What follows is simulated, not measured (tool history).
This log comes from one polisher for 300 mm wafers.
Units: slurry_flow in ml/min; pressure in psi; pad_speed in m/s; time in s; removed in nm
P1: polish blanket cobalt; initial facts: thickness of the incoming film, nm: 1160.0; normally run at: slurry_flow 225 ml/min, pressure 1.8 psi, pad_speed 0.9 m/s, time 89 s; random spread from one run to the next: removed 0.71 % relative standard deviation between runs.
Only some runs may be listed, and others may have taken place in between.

run,hour,slurry_flow,pressure,pad_speed,time,wafers polished on this pad,hours since the slurry nozzle was cleaned,hours since the head pressure was calibrated,removed
1,2.9,225,1.8,0.9,89,798,245.8,301.3,401.4
2,5.4,320,1.8,0.9,89,824,248.3,303.8,416.68
3,10.4,225,1.8,0.9,89,875,253.3,308.8,406.53
# hour 11: worn pad replaced by a new one
4,15,140,1.8,0.9,89,41,257.9,313.4,373
5,19.5,225,1.2,0.9,89,87,262.4,317.9,267.28
6,22.7,225,1.8,0.9,40,120,265.6,321.1,184.37
7,26.3,225,1.8,1.18,89,156,269.2,324.7,534.16
8,29.2,225,1.8,0.9,89,186,272.1,327.6,407.54
# hour 33.1: head pressure recalibrated
9,33.8,330,1.8,0.9,116,233,276.7,0.7,542.59
10,39.3,225,1.8,0.9,133,289,282.2,6.2,601.93
11,42,225,2.7,0.9,89,316,284.9,8.9,606.63
12,47.4,225,1.8,0.9,89,371,290.3,14.3,401.42
# hour 48.8: slurry nozzle cleaned
13,50.4,225,1.8,0.9,89,402,1.6,17.3,408.02
14,53.2,225,1.8,0.9,89,431,4.4,20.1,404.26
15,58.5,225,1.8,0.9,89,485,9.7,25.4,402.79
16,63.4,225,1.8,0.42,89,534,14.6,30.3,188.91
17,66.7,225,1.8,0.9,89,568,17.9,33.6,402.42
18,70,225,1.8,0.9,89,602,21.2,36.9,392.14
19,73.6,225,1.8,0.9,89,638,24.8,40.5,392.25
20,77.9,225,1.8,0.9,89,682,29.1,44.8,387.78
21,82.8,225,1.8,0.9,89,732,34,49.7,384.82
# hour 85.3: worn pad replaced by a new one
22,86.7,225,1.8,0.9,89,15,37.9,53.6,382.43
23,92.1,225,1.8,0.9,89,70,43.3,59,382
24,96.1,225,1.8,0.9,89,111,47.3,63,379.94
25,100.7,225,1.8,0.9,89,157,51.9,67.6,379.7
26,104.5,225,1.8,0.9,89,196,55.7,71.4,374.87
27,107.8,225,1.8,0.9,89,230,59,74.7,379.28
28,110.9,225,1.8,0.9,89,261,62.1,77.8,378.99

P1 no longer gives what it gave before; its output has crept away from where it was. The following 2 causes, each at its listed size, fit the log equally well:
A: head's pressure below its setpoint, % = 6.09
B: slurry flow missing at the pad, % = 35.2
At approximately hour 66.7, the process output began to creep.
Ruled out, with reasons:
removal rate lost through wear of the pad, %: was serviced at hour 85.3, once the creep was under way, yet the earlier output never came back

4 check runs are offered, each on 5 wafers whose results are averaged, their results left as question marks. Which one tells the causes apart?
check 1,114,225,1.8,0.62,89,,,,?
check 2,114,225,1.4,0.9,89,,,,?
check 3,114,225,2.5,0.9,89,,,,?
check 4,114,150,1.8,0.9,51,,,,?

Predicted outcomes, by check and by cause:
check,result,if A,if B
check 1,removed,261.16,261.13
check 2,removed,294.85,294.82
check 3,removed,526.52,526.47
check 4,removed,205,199.24
Gap, in per cent, between the two causes that each check separates least, read from the result that separates them most: check 1 0.01 %; check 2 0.01 %; check 3 0.01 %; check 4 2.85 %
The other checks would show nearly matching results whichever cause is true, so check 4 is the only one that separates the causes.

Check 4 was carried out, with these results: removed 205.72 nm. Which of the listed causes is responsible?

The correct cause is A, namely: head's pressure below its setpoint, %.

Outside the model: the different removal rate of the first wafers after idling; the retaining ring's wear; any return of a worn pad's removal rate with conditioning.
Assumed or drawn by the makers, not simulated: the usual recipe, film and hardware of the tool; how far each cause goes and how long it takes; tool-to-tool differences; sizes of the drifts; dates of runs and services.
